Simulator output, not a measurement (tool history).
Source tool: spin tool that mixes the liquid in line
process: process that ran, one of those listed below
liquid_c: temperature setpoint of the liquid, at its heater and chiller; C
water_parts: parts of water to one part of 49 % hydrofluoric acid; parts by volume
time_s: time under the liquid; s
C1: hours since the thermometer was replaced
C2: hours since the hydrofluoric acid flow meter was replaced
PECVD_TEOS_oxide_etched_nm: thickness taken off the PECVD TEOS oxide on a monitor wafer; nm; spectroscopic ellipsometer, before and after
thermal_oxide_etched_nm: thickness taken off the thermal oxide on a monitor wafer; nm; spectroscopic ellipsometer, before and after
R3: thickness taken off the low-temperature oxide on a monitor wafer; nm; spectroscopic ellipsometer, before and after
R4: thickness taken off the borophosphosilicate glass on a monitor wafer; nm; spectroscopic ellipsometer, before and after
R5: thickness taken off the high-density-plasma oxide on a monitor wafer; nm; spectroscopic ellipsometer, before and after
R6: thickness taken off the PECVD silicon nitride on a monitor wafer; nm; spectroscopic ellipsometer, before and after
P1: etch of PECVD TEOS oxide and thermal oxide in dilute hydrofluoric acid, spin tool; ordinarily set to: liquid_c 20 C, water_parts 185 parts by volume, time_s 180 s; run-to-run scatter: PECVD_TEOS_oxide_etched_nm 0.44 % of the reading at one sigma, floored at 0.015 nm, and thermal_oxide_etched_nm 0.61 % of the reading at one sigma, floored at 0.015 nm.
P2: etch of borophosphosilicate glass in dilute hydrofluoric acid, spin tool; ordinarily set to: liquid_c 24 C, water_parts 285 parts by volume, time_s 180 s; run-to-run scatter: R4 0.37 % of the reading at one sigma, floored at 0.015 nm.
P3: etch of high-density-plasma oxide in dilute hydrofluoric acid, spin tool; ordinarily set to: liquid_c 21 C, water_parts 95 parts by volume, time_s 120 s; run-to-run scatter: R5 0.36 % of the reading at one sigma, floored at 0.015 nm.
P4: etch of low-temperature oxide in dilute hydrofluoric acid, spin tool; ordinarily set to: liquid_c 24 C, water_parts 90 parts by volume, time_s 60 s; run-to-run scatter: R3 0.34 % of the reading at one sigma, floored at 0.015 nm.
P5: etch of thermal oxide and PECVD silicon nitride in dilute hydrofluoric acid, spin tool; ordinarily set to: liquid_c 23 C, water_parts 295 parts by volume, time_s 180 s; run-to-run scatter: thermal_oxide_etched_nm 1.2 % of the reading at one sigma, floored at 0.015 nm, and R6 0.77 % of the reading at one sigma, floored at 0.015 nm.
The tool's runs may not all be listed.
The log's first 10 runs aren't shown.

run 11 hour=53.4 | process=P1 liquid_c=20 water_parts=185 time_s=275 | C1=498.9 C2=420.8 | PECVD_TEOS_oxide_etched_nm=22.579 thermal_oxide_etched_nm=5.5112
run 12 hour=58.3 | process=P3 liquid_c=21 water_parts=95 time_s=120 | C1=503.8 C2=425.7 | R5=5.8989
run 13 hour=64.7 | process=P5 liquid_c=23 water_parts=295 time_s=180 | C1=510.2 C2=432.1 | thermal_oxide_etched_nm=2.2562 R6=3.1941
run 14 hour=68 | process=P5 liquid_c=23 water_parts=295 time_s=50 | C1=513.5 C2=435.4 | thermal_oxide_etched_nm=0.59227 R6=0.89699
run 15 hour=73.7 | process=P2 liquid_c=24 water_parts=285 time_s=180 | C1=519.2 C2=441.1 | R4=22.973
run 16 hour=77.6 | process=P5 liquid_c=17 water_parts=295 time_s=180 | C1=523.1 C2=445 | thermal_oxide_etched_nm=1.8017 R6=2.1999
run 17 hour=82.5 | process=P2 liquid_c=24 water_parts=180 time_s=180 | C1=528 C2=449.9 | R4=40.458
run 18 hour=86.7 | process=P4 liquid_c=24 water_parts=165 time_s=60 | C1=532.2 C2=454.1 | R3=12.002
run 19 hour=92.6 | process=P3 liquid_c=21 water_parts=95 time_s=20 | C1=538.1 C2=460 | R5=0.97826
run 20 hour=95.6 | process=P5 liquid_c=23 water_parts=55 time_s=180 | C1=541.1 C2=463 | thermal_oxide_etched_nm=15.418 R6=16.802
run 21 hour=101 | process=P4 liquid_c=17 water_parts=90 time_s=60 | C1=546.5 C2=468.4 | R3=18.013
-- hour=101.2 hydrofluoric acid flow meter replaced
run 22 hour=105 | process=P1 liquid_c=27 water_parts=185 time_s=180 | C1=550.5 C2=3.9 | PECVD_TEOS_oxide_etched_nm=19.249 thermal_oxide_etched_nm=4.6075
run 23 hour=111.2 | process=P1 liquid_c=17 water_parts=185 time_s=180 | C1=556.7 C2=10.1 | PECVD_TEOS_oxide_etched_nm=13.164 thermal_oxide_etched_nm=3.1627
run 24 hour=115.5 | process=P3 liquid_c=21 water_parts=170 time_s=120 | C1=561 C2=14.4 | R5=2.9735
run 25 hour=121.7 | process=P4 liquid_c=24 water_parts=90 time_s=60 | C1=567.2 C2=20.6 | R3=23.99

Run 26, settings as shown, results not yet in. Your forecast:
run 26 hour=126.5 | process=P1 liquid_c=20 water_parts=185 time_s=180 | C1=572 C2=25.4 | PECVD_TEOS_oxide_etched_nm=? thermal_oxide_etched_nm=?

Run 26 gave PECVD_TEOS_oxide_etched_nm 14.747 nm, thermal_oxide_etched_nm 3.5802 nm.
